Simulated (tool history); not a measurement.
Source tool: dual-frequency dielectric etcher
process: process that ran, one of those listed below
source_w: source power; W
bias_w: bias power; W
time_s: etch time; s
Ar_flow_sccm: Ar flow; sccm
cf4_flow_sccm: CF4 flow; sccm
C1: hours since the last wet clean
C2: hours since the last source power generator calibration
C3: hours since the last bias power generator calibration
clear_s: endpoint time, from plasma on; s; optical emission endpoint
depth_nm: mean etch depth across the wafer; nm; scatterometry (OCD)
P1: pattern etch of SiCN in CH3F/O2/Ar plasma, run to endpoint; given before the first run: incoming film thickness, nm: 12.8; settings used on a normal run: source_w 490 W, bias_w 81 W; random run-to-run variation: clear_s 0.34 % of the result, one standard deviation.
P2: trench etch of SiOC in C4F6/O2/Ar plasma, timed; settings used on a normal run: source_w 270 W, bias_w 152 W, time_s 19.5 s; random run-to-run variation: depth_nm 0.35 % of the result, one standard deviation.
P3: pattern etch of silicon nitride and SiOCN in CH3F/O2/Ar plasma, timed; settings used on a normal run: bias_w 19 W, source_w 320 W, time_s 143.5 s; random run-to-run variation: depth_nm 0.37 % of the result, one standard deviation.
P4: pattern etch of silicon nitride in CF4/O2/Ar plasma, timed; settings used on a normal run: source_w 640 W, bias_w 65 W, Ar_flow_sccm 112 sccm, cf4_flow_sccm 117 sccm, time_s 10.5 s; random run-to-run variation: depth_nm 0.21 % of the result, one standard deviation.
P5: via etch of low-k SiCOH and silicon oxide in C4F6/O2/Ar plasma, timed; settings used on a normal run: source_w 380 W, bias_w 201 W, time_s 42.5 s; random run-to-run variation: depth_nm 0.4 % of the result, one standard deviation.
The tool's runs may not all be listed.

Run 1, hour 8.9: process P1, source_w 490 W, bias_w 81 W; C1 141; C2 699; C3 3757.2. Result: clear_s 29.545 s.
Run 2, hour 16.9: process P3, source_w 320 W, bias_w 19 W, time_s 143.5 s; C1 149; C2 707; C3 3765.2. Result: depth_nm 16.528 nm.
Run 3, hour 24.4: process P5, source_w 380 W, bias_w 201 W, time_s 42.5 s; C1 156.5; C2 714.5; C3 3772.7. Result: depth_nm 101.99 nm.
Run 4, hour 31: process P2, source_w 270 W, bias_w 152 W, time_s 19.5 s; C1 163.1; C2 721.1; C3 3779.3. Result: depth_nm 32.044 nm.
Run 5, hour 38.5: process P2, source_w 350 W, bias_w 152 W, time_s 19.5 s; C1 170.6; C2 728.6; C3 3786.8. Result: depth_nm 35.421 nm.
At hour 40.1: source power generator calibrated.
Run 6, hour 46.5: process P5, source_w 380 W, bias_w 266 W, time_s 42.5 s; C1 178.6; C2 6.5; C3 3794.8. Result: depth_nm 112.55 nm.
Run 7, hour 52.7: process P4, source_w 640 W, bias_w 41 W, time_s 10.5 s, Ar_flow_sccm 112 sccm, cf4_flow_sccm 117 sccm; C1 184.8; C2 12.7; C3 3801. Result: depth_nm 23.538 nm.
Run 8, hour 59.6: process P1, source_w 490 W, bias_w 61 W; C1 191.7; C2 19.6; C3 3807.9. Result: clear_s 32.774 s.
Run 9, hour 64: process P1, source_w 490 W, bias_w 81 W; C1 196.1; C2 24; C3 3812.3. Result: clear_s 29.545 s.
Run 10, hour 72.1: process P1, source_w 490 W, bias_w 104 W; C1 204.2; C2 32.1; C3 3820.4. Result: clear_s 27.006 s.
Run 11, hour 78.5: process P4, source_w 440 W, bias_w 65 W, time_s 10.5 s, Ar_flow_sccm 112 sccm, cf4_flow_sccm 117 sccm; C1 210.6; C2 38.5; C3 3826.8. Result: depth_nm 20.183 nm.
Run 12, hour 83: process P4, source_w 640 W, bias_w 65 W, time_s 15.5 s, Ar_flow_sccm 112 sccm, cf4_flow_sccm 117 sccm; C1 215.1; C2 43; C3 3831.3. Result: depth_nm 41.077 nm.
Run 13, hour 89.7: process P2, source_w 270 W, bias_w 152 W, time_s 10.5 s; C1 221.8; C2 49.7; C3 3838. Result: depth_nm 17.316 nm.
Run 14, hour 98.4: process P3, source_w 320 W, bias_w 19 W, time_s 96.5 s; C1 230.5; C2 58.4; C3 3846.7. Result: depth_nm 11.172 nm.
Run 15, hour 103.3: process P2, source_w 270 W, bias_w 99 W, time_s 19.5 s; C1 235.4; C2 63.3; C3 3851.6. Result: depth_nm 28.221 nm.
Run 16, hour 107.9: process P1, source_w 380 W, bias_w 81 W; C1 240; C2 67.9; C3 3856.2. Result: clear_s 32.642 s.
Run 17, hour 113.8: process P1, source_w 360 W, bias_w 101 W; C1 245.9; C2 73.8; C3 3862.1. Result: clear_s 30.56 s.
Run 18, hour 122.9: process P5, source_w 380 W, bias_w 201 W, time_s 57 s; C1 255; C2 82.9; C3 3871.2. Result: depth_nm 135.28 nm.
Run 19, hour 127.1: process P1, source_w 490 W, bias_w 81 W; C1 259.2; C2 87.1; C3 3875.4. Result: clear_s 29.612 s.
Run 20, hour 134.3: process P2, source_w 270 W, bias_w 152 W, time_s 19.5 s; C1 266.4; C2 94.3; C3 3882.6. Result: depth_nm 32.22 nm.
Run 21, hour 140.9: process P3, source_w 320 W, bias_w 14 W, time_s 143.5 s; C1 273; C2 100.9; C3 3889.2. Result: depth_nm 14.689 nm.
Run 22, hour 148.8: process P4, source_w 640 W, bias_w 65 W, time_s 10.5 s, Ar_flow_sccm 148 sccm, cf4_flow_sccm 117 sccm; C1 280.9; C2 108.8; C3 3897.1. Result: depth_nm 26.947 nm.
Run 23, hour 157: process P4, source_w 640 W, bias_w 65 W, time_s 10.5 s, Ar_flow_sccm 112 sccm, cf4_flow_sccm 159 sccm; C1 289.1; C2 117; C3 3905.3. Result: depth_nm 28.763 nm.
Run 24, hour 165.8: process P5, source_w 380 W, bias_w 201 W, time_s 42.5 s; C1 297.9; C2 125.8; C3 3914.1. Result: depth_nm 102.11 nm.
Run 25, hour 172.4: process P1, source_w 610 W, bias_w 81 W; C1 304.5; C2 132.4; C3 3920.7. Result: clear_s 27.243 s.
Run 26, hour 180.3: process P4, source_w 640 W, bias_w 65 W, time_s 10.5 s, Ar_flow_sccm 112 sccm, cf4_flow_sccm 117 sccm; C1 312.4; C2 140.3; C3 3928.6. Result: depth_nm 27.818 nm.
Run 27, hour 187: process P1, source_w 490 W, bias_w 81 W; C1 319.1; C2 147; C3 3935.3. Result: clear_s 29.739 s.
Run 28, hour 195.9: process P3, source_w 390 W, bias_w 19 W, time_s 143.5 s; C1 328; C2 155.9; C3 3944.2. Result: depth_nm 17.9 nm.
Run 29, hour 200.8: process P3, source_w 320 W, bias_w 19 W, time_s 143.5 s; C1 332.9; C2 160.8; C3 3949.1. Result: depth_nm 16.732 nm.
Run 30, hour 205.3: process P5, source_w 540 W, bias_w 201 W, time_s 42.5 s; C1 337.4; C2 165.3; C3 3953.6. Result: depth_nm 117.02 nm.
Run 31, hour 211.5: process P1, source_w 490 W, bias_w 81 W; C1 343.6; C2 171.5; C3 3959.8. Result: clear_s 29.768 s.
Run 32, hour 216.6: process P1, source_w 490 W, bias_w 81 W; C1 348.7; C2 176.6; C3 3964.9. Result: clear_s 29.779 s.
Run 33, hour 220.9: process P1, source_w 490 W, bias_w 81 W; C1 353; C2 180.9; C3 3969.2. Result: clear_s 29.776 s.
Run 34, hour 228.3: process P1, source_w 490 W, bias_w 81 W; C1 360.4; C2 188.3; C3 3976.6. Result: clear_s 29.908 s.
Run 35, hour 234.8: process P1, source_w 490 W, bias_w 81 W; C1 366.9; C2 194.8; C3 3983.1. Result: clear_s 30.141 s.
Run 36, hour 242.9: process P1, source_w 490 W, bias_w 81 W; C1 375; C2 202.9; C3 3991.2. Result: clear_s 30.001 s.
At hour 246.6: wet clean of the chamber.
Run 37, hour 249.8: process P1, source_w 490 W, bias_w 81 W; C1 3.2; C2 209.8; C3 3998.1. Result: clear_s 30.147 s.
Run 38, hour 259: process P1, source_w 490 W, bias_w 81 W; C1 12.4; C2 219; C3 4007.3. Result: clear_s 30.148 s.
Run 39, hour 263.4: process P1, source_w 490 W, bias_w 81 W; C1 16.8; C2 223.4; C3 4011.7. Result: clear_s 30.089 s.
Run 40, hour 270.6: process P1, source_w 490 W, bias_w 81 W; C1 24; C2 230.6; C3 4018.9. Result: clear_s 30.092 s.
Run 41, hour 278.4: process P1, source_w 490 W, bias_w 81 W; C1 31.8; C2 238.4; C3 4026.7. Result: clear_s 30.118 s.

Compared with where it was, what P1 gives has crept away. Each cause listed below fits the log as well as the rest, at the size given for it:
A: source power that arrives under what is set, % = 4.41
B: bias power that arrives under what is set, % = 4.65
The onset of the drift is placed at about hour 211.5.
All other causes, with the reason each is excluded:
chamber walls in a state that lowers the etch rate, %: maintenance at hour 246.6, after the shift began, did not return the process to its former output

Question marks stand in for the results of the 4 check runs listed below, each run on one wafer. Under which run would the listed causes show clearly different results?
Run check 1, hour 286.2: process P5, source_w 380 W, bias_w 254 W, time_s 51.5 s. Result: depth_nm ?.
Run check 2, hour 286.2: process P3, source_w 320 W, bias_w 16 W, time_s 143.5 s. Result: depth_nm ?.
Run check 3, hour 286.2: process P4, source_w 640 W, bias_w 65 W, time_s 14.5 s, Ar_flow_sccm 112 sccm, cf4_flow_sccm 117 sccm. Result: depth_nm ?.
Run check 4, hour 286.2: process P2, source_w 330 W, bias_w 114 W, time_s 19.5 s. Result: depth_nm ?.

What each check would give under each cause:
  check    result    if A    if B
check 1  depth_nm  130.72  130.86
check 2  depth_nm  15.226  15.166
check 3  depth_nm  37.035  37.817
check 4  depth_nm  31.264  31.399
Per check, the gap between the least separated pair of causes, taken in the result that splits them most: check 1 0.11 %; check 2 0.39 %; check 3 2.09 %; check 4 0.43 %
Check 3 distinguishes between the causes, while the remaining checks would return nearly the same result for all of them.

Then check 3 was run and gave: depth_nm 36.919 nm. Which cause is it?

It was cause A: source power that arrives under what is set, %.

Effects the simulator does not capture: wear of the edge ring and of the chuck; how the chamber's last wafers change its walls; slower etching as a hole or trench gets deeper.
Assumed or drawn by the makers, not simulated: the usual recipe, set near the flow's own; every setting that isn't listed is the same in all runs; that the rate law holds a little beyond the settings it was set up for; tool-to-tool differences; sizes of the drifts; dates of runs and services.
